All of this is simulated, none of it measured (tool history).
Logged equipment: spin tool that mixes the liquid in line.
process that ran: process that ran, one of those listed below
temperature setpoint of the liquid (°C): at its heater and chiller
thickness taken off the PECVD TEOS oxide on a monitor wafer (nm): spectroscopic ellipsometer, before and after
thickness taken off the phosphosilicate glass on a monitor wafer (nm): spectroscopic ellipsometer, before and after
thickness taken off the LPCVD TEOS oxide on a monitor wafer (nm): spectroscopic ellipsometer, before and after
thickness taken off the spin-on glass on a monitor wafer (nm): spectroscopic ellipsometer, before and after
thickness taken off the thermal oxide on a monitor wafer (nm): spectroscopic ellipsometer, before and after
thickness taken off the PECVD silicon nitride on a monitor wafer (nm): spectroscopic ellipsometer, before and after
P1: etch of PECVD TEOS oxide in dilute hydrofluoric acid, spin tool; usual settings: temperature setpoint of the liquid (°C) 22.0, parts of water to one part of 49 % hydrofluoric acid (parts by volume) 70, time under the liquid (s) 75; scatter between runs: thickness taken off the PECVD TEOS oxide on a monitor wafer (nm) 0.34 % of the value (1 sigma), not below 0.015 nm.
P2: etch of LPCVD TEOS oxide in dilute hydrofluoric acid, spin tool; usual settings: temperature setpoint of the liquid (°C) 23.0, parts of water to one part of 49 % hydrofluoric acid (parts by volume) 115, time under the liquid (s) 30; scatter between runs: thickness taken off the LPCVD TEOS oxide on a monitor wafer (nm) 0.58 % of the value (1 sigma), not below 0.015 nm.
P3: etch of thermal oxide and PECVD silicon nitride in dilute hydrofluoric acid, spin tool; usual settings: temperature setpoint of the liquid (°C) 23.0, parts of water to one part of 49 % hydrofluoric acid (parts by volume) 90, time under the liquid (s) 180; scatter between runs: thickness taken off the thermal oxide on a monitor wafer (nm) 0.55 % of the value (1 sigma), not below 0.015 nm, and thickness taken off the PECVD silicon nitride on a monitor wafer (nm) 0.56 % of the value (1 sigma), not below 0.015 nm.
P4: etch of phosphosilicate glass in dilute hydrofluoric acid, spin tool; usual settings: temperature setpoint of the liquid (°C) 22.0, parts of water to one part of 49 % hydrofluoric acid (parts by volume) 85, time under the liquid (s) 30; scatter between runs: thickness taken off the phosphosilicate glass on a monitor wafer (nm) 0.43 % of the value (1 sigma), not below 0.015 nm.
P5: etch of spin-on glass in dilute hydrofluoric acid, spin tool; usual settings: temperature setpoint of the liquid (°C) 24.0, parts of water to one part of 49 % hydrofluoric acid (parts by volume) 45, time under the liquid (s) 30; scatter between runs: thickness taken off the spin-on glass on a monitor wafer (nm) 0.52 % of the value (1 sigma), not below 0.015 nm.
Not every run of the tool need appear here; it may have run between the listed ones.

| run | hour | process that ran | temperature setpoint of the liquid (°C) | parts of water to one part of 49 % hydrofluoric acid (parts by volume) | time under the liquid (s) | hours since the thermometer was replaced | hours since the hydrofluoric acid flow meter was replaced | thickness taken off the PECVD TEOS oxide on a monitor wafer (nm) | thickness taken off the phosphosilicate glass on a monitor wafer (nm) | thickness taken off the LPCVD TEOS oxide on a monitor wafer (nm) | thickness taken off the spin-on glass on a monitor wafer (nm) | thickness taken off the thermal oxide on a monitor wafer (nm) | thickness taken off the PECVD silicon nitride on a monitor wafer (nm) |
|---|---|---|---|---|---|---|---|---|---|---|---|---|---|
| 1 | 14.4 | P1 | 22.0 | 70 | 75 | 1279.6 | 1098.8 | 13.3350 |  |  |  |  |  |
| 2 | 30.3 | P1 | 22.0 | 25 | 75 | 1295.5 | 1114.7 | 39.4710 |  |  |  |  |  |
| 3 | 41.3 | P4 | 28.5 | 85 | 30 | 1306.5 | 1125.7 |  | 64.245 |  |  |  |  |
| 4 | 56.3 | P1 | 22.0 | 70 | 75 | 1321.5 | 1140.7 | 13.3110 |  |  |  |  |  |
|  | 71.5 | hydrofluoric acid flow meter replaced |
| 5 | 72.1 | P2 | 23.0 | 210 | 30 | 1337.3 | 0.6 |  |  | 3.1894 |  |  |  |
| 6 | 80.0 | P1 | 26.5 | 70 | 75 | 1345.2 | 8.5 | 15.9800 |  |  |  |  |  |
| 7 | 92.9 | P1 | 22.0 | 105 | 75 | 1358.1 | 21.4 | 8.5610 |  |  |  |  |  |
| 8 | 100.3 | P5 | 24.0 | 45 | 30 | 1365.5 | 28.8 |  |  |  | 27.462 |  |  |
| 9 | 116.0 | P5 | 29.0 | 45 | 30 | 1381.2 | 44.5 |  |  |  | 33.416 |  |  |
| 10 | 130.5 | P2 | 23.0 | 115 | 50 | 1395.7 | 59.0 |  |  | 10.8460 |  |  |  |
| 11 | 137.7 | P3 | 23.0 | 135 | 180 | 1402.9 | 66.2 |  |  |  |  | 5.9144 | 2.7526 |
| 12 | 153.9 | P1 | 18.5 | 70 | 75 | 1419.1 | 82.4 | 11.5670 |  |  |  |  |  |
| 13 | 163.9 | P4 | 22.0 | 145 | 30 | 1429.1 | 92.4 |  | 27.086 |  |  |  |  |
| 14 | 176.4 | P2 | 23.0 | 115 | 30 | 1441.6 | 104.9 |  |  | 6.5652 |  |  |  |
| 15 | 189.0 | P4 | 22.0 | 85 | 30 | 1454.2 | 117.5 |  | 49.462 |  |  |  |  |
| 16 | 200.0 | P1 | 22.0 | 70 | 25 | 1465.2 | 128.5 | 4.4842 |  |  |  |  |  |
| 17 | 213.4 | P5 | 24.0 | 20 | 30 | 1478.6 | 141.9 |  |  |  | 64.638 |  |  |
| 18 | 224.2 | P3 | 23.0 | 90 | 180 | 1489.4 | 152.7 |  |  |  |  | 9.3089 | 4.1464 |
| 19 | 234.9 | P1 | 22.0 | 70 | 75 | 1500.1 | 163.4 | 13.2970 |  |  |  |  |  |
| 20 | 248.7 | P1 | 22.0 | 70 | 110 | 1513.9 | 177.2 | 19.6860 |  |  |  |  |  |
| 21 | 261.5 | P2 | 23.0 | 115 | 30 | 1526.7 | 190.0 |  |  | 6.4574 |  |  |  |
| 22 | 277.4 | P3 | 23.0 | 90 | 90 | 1542.6 | 205.9 |  |  |  |  | 4.6754 | 2.0828 |
| 23 | 291.1 | P1 | 22.0 | 70 | 75 | 1556.3 | 219.6 | 13.3800 |  |  |  |  |  |
| 24 | 299.6 | P2 | 17.0 | 115 | 30 | 1564.8 | 228.1 |  |  | 5.1262 |  |  |  |
| 25 | 310.5 | P1 | 22.0 | 70 | 75 | 1575.7 | 239.0 | 13.3970 |  |  |  |  |  |
| 26 | 317.8 | P4 | 22.0 | 85 | 60 | 1583.0 | 246.3 |  | 99.056 |  |  |  |  |
| 27 | 330.7 | P3 | 28.0 | 90 | 180 | 1595.9 | 259.2 |  |  |  |  | 11.3900 | 5.6677 |
| 28 | 346.8 | P1 | 29.0 | 45 | 75 | 1612.0 | 275.3 | 28.4630 |  |  |  |  |  |
| 29 | 358.1 | P5 | 24.0 | 45 | 65 | 1623.3 | 286.6 |  |  |  | 59.984 |  |  |
| 30 | 372.2 | P1 | 22.0 | 70 | 75 | 1637.4 | 300.7 | 13.3440 |  |  |  |  |  |
| 31 | 383.8 | P1 | 22.0 | 70 | 75 | 1649.0 | 312.3 | 13.1200 |  |  |  |  |  |
| 32 | 399.5 | P1 | 22.0 | 70 | 75 | 1664.7 | 328.0 | 12.8020 |  |  |  |  |  |
| 33 | 415.6 | P1 | 22.0 | 70 | 75 | 1680.8 | 344.1 | 12.7170 |  |  |  |  |  |
| 34 | 431.5 | P1 | 22.0 | 70 | 75 | 1696.7 | 360.0 | 12.5550 |  |  |  |  |  |
| 35 | 447.2 | P1 | 22.0 | 70 | 75 | 1712.4 | 375.7 | 12.6730 |  |  |  |  |  |

What will run 36 give?
| 36 | 458.8 | P1 | 22.0 | 70 | 75 | 1724.0 | 387.3 | ? |  |  |  |  |  |

Run 36 produced thickness taken off the PECVD TEOS oxide on a monitor wafer (nm) 12.5980.
